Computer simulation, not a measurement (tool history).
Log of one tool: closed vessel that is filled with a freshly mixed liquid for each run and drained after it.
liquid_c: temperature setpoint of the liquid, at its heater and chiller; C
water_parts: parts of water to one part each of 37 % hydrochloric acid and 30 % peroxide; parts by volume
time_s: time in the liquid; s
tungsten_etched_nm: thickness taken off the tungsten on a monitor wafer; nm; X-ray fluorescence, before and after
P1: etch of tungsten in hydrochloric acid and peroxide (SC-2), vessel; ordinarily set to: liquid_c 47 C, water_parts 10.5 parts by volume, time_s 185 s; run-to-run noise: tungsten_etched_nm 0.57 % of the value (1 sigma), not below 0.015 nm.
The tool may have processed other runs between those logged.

{"run": 1, "day": 0.696, "liquid_c": 47, "water_parts": 10.5, "time_s": 185, "tungsten_etched_nm": 25.581}
{"run": 2, "day": 1.379, "liquid_c": 54.5, "water_parts": 10.5, "time_s": 185, "tungsten_etched_nm": 42.028}
{"run": 3, "day": 1.792, "liquid_c": 35, "water_parts": 10.5, "time_s": 185, "tungsten_etched_nm": 11.036}
{"run": 4, "day": 2.142, "liquid_c": 47, "water_parts": 10.5, "time_s": 185, "tungsten_etched_nm": 25.921}
{"run": 5, "day": 2.6, "liquid_c": 47, "water_parts": 10.5, "time_s": 185, "tungsten_etched_nm": 26.061}
{"run": 6, "day": 3.075, "liquid_c": 47, "water_parts": 10.5, "time_s": 30, "tungsten_etched_nm": 4.22}
{"run": 7, "day": 3.546, "liquid_c": 47, "water_parts": 10.5, "time_s": 185, "tungsten_etched_nm": 25.858}
{"run": 8, "day": 4.15, "liquid_c": 47, "water_parts": 15, "time_s": 185, "tungsten_etched_nm": 18.99}
{"run": 9, "day": 4.517, "liquid_c": 47, "water_parts": 10.5, "time_s": 185, "tungsten_etched_nm": 25.673}
{"run": 10, "day": 5.133, "liquid_c": 47, "water_parts": 7, "time_s": 305, "tungsten_etched_nm": 59.395}
{"run": 11, "day": 5.488, "liquid_c": 62.5, "water_parts": 7, "time_s": 185, "tungsten_etched_nm": 98.288}
{"run": 12, "day": 6.154, "liquid_c": 47, "water_parts": 10.5, "time_s": 355, "tungsten_etched_nm": 49.831}
{"run": 13, "day": 6.721, "liquid_c": 47, "water_parts": 10.5, "time_s": 185, "tungsten_etched_nm": 25.927}

Run 14, settings as shown, results not yet in. Your forecast:
{"run": 14, "day": 7.038, "liquid_c": 47, "water_parts": 4, "time_s": 185, "tungsten_etched_nm": "?"}

Logged for run 14: tungsten_etched_nm 53.276 nm.

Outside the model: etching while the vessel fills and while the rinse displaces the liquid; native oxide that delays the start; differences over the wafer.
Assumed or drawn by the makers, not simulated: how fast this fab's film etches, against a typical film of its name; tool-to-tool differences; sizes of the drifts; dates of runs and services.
